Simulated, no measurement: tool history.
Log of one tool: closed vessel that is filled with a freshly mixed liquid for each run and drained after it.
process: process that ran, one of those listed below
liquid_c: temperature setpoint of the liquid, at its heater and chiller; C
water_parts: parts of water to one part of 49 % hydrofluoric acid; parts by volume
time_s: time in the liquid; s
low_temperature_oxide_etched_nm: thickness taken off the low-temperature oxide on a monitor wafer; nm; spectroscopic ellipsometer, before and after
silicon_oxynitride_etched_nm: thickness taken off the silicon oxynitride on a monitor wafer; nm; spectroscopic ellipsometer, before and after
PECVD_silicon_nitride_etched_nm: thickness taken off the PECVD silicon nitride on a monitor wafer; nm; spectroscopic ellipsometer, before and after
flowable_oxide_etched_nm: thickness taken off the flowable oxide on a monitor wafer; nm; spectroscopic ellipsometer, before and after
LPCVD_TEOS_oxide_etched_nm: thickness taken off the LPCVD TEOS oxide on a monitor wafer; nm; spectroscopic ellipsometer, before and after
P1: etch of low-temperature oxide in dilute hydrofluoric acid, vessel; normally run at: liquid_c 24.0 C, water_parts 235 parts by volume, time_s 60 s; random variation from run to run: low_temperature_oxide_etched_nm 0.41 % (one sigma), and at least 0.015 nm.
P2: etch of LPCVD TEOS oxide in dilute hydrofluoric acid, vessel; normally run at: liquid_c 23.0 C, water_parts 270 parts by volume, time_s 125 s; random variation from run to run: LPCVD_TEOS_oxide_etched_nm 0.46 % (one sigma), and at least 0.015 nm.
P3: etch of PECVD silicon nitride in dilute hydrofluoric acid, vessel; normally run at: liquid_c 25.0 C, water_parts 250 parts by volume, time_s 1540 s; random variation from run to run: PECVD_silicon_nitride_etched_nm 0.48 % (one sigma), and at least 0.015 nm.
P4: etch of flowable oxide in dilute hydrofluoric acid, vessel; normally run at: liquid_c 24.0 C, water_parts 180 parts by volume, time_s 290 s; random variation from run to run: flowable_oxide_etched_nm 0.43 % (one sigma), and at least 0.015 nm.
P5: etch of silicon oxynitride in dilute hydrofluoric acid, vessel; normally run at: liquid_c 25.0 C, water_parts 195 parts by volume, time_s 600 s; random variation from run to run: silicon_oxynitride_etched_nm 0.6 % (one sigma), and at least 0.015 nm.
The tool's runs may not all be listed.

| run | hour | process | liquid_c | water_parts | time_s | hours since the thermometer was replaced | hours since the hydrofluoric acid flow meter was replaced | low_temperature_oxide_etched_nm | silicon_oxynitride_etched_nm | PECVD_silicon_nitride_etched_nm | flowable_oxide_etched_nm | LPCVD_TEOS_oxide_etched_nm |
|---|---|---|---|---|---|---|---|---|---|---|---|---|
| 1 | 6.0 | P1 | 24.0 | 235 | 60 | 1718.9 | 329.6 | 6.6587 |  |  |  |  |
| 2 | 10.6 | P1 | 24.0 | 235 | 60 | 1723.5 | 334.2 | 6.6137 |  |  |  |  |
| 3 | 15.1 | P1 | 24.0 | 130 | 60 | 1728.0 | 338.7 | 13.4400 |  |  |  |  |
| 4 | 21.5 | P5 | 33.0 | 195 | 600 | 1734.4 | 345.1 |  | 6.5380 |  |  |  |
| 5 | 25.3 | P1 | 24.0 | 235 | 110 | 1738.2 | 348.9 | 12.1530 |  |  |  |  |
| 6 | 31.5 | P3 | 29.5 | 250 | 1540 | 1744.4 | 355.1 |  |  | 20.057 |  |  |
| 7 | 36.4 | P4 | 24.0 | 180 | 290 | 1749.3 | 360.0 |  |  |  | 51.207 |  |
| 8 | 41.7 | P5 | 25.0 | 350 | 600 | 1754.6 | 365.3 |  | 2.2962 |  |  |  |
| 9 | 47.3 | P4 | 30.5 | 180 | 290 | 1760.2 | 370.9 |  |  |  | 64.454 |  |
| 10 | 52.4 | P4 | 24.0 | 325 | 290 | 1765.3 | 376.0 |  |  |  | 24.527 |  |
| 11 | 57.5 | P2 | 23.0 | 270 | 125 | 1770.4 | 381.1 |  |  |  |  | 7.2267 |
|  | 59.4 | hydrofluoric acid flow meter replaced |
| 12 | 61.5 | P3 | 25.0 | 250 | 1540 | 1774.4 | 2.1 |  |  | 15.296 |  |  |
| 13 | 68.3 | P1 | 24.0 | 235 | 60 | 1781.2 | 8.9 | 6.5970 |  |  |  |  |
| 14 | 72.5 | P1 | 24.0 | 235 | 30 | 1785.4 | 13.1 | 3.2805 |  |  |  |  |
| 15 | 77.3 | P3 | 25.0 | 440 | 1540 | 1790.2 | 17.9 |  |  | 8.644 |  |  |
| 16 | 81.8 | P1 | 19.5 | 235 | 60 | 1794.7 | 22.4 | 5.5775 |  |  |  |  |
| 17 | 87.0 | P1 | 31.5 | 235 | 60 | 1799.9 | 27.6 | 8.5573 |  |  |  |  |
| 18 | 92.5 | P2 | 23.0 | 270 | 125 | 1805.4 | 33.1 |  |  |  |  | 7.2672 |
| 19 | 97.0 | P2 | 23.0 | 105 | 125 | 1809.9 | 37.6 |  |  |  |  | 22.4090 |
| 20 | 101.6 | P5 | 25.0 | 195 | 600 | 1814.5 | 42.2 |  | 4.5874 |  |  |  |
| 21 | 107.2 | P2 | 28.0 | 270 | 125 | 1820.1 | 47.8 |  |  |  |  | 8.5979 |
| 22 | 111.8 | P1 | 24.0 | 235 | 60 | 1824.7 | 52.4 | 6.6595 |  |  |  |  |
| 23 | 119.3 | P5 | 25.0 | 195 | 1155 | 1832.2 | 59.9 |  | 8.9305 |  |  |  |
| 24 | 127.1 | P4 | 24.0 | 180 | 425 | 1840.0 | 67.7 |  |  |  | 74.363 |  |
| 25 | 131.8 | P1 | 24.0 | 235 | 60 | 1844.7 | 72.4 | 6.6257 |  |  |  |  |
| 26 | 138.6 | P2 | 23.0 | 270 | 235 | 1851.5 | 79.2 |  |  |  |  | 13.6990 |
| 27 | 142.5 | P1 | 24.0 | 235 | 60 | 1855.4 | 83.1 | 6.6455 |  |  |  |  |
| 28 | 149.2 | P1 | 24.0 | 400 | 60 | 1862.1 | 89.8 | 3.3443 |  |  |  |  |
| 29 | 155.7 | P3 | 25.0 | 250 | 2925 | 1868.6 | 96.3 |  |  | 28.756 |  |  |
| 30 | 159.9 | P1 | 24.0 | 130 | 30 | 1872.8 | 100.5 | 6.6708 |  |  |  |  |
| 31 | 164.5 | P1 | 24.0 | 235 | 60 | 1877.4 | 105.1 | 6.6558 |  |  |  |  |
| 32 | 172.4 | P1 | 24.0 | 235 | 60 | 1885.3 | 113.0 | 6.8422 |  |  |  |  |
| 33 | 177.1 | P1 | 24.0 | 235 | 60 | 1890.0 | 117.7 | 6.9138 |  |  |  |  |
| 34 | 181.6 | P1 | 24.0 | 235 | 60 | 1894.5 | 122.2 | 6.9830 |  |  |  |  |
| 35 | 187.4 | P1 | 24.0 | 235 | 60 | 1900.3 | 128.0 | 6.9794 |  |  |  |  |
| 36 | 195.0 | P1 | 24.0 | 235 | 60 | 1907.9 | 135.6 | 7.0417 |  |  |  |  |
| 37 | 200.3 | P1 | 24.0 | 235 | 60 | 1913.2 | 140.9 | 7.0668 |  |  |  |  |
| 38 | 207.2 | P1 | 24.0 | 235 | 60 | 1920.1 | 147.8 | 7.0268 |  |  |  |  |
| 39 | 210.9 | P1 | 24.0 | 235 | 60 | 1923.8 | 151.5 | 7.0749 |  |  |  |  |
| 40 | 214.9 | P1 | 24.0 | 235 | 60 | 1927.8 | 155.5 | 7.0802 |  |  |  |  |
| 41 | 221.2 | P1 | 24.0 | 235 | 60 | 1934.1 | 161.8 | 7.0278 |  |  |  |  |

What P1 gives has crept away from where it was. These 2 causes fit the log equally well, each at the size given:
A: liquid hotter than its thermometer reads (K) = 1.81
B: hydrofluoric acid flow above the setpoint (%) = 5.35
The creep began at about hour 164.5.

4 check runs are offered, one wafer each, their results left as question marks. Which one tells the causes apart?
| check 1 | 227.5 | P2 | 23.0 | 185 | 195 |  |  |  |  |  |  | ? |
| check 2 | 227.5 | P4 | 28.0 | 300 | 290 |  |  |  |  |  | ? |  |
| check 3 | 227.5 | P5 | 25.0 | 255 | 600 |  |  |  | ? |  |  |  |
| check 4 | 227.5 | P3 | 25.0 | 435 | 2850 |  |  |  |  | ? |  |  |

What each check would give under each cause:
| check | result | if A | if B |
|---|---|---|---|
| check 1 | LPCVD_TEOS_oxide_etched_nm | 19.3540 | 19.2490 |
| check 2 | flowable_oxide_etched_nm | 32.855 | 33.160 |
| check 3 | silicon_oxynitride_etched_nm | 3.6434 | 3.5887 |
| check 4 | PECVD_silicon_nitride_etched_nm | 18.033 | 17.122 |
How far apart the two closest causes lie, in the result that separates them most: check 1 0.54 %; check 2 0.92 %; check 3 1.51 %; check 4 5.18 %
Check 4 tells the causes apart: in the others they would give nearly the same result.

Check 4 was then run and gave: PECVD_silicon_nitride_etched_nm 17.989 nm. Which cause is it?

It is A: liquid hotter than its thermometer reads (K).

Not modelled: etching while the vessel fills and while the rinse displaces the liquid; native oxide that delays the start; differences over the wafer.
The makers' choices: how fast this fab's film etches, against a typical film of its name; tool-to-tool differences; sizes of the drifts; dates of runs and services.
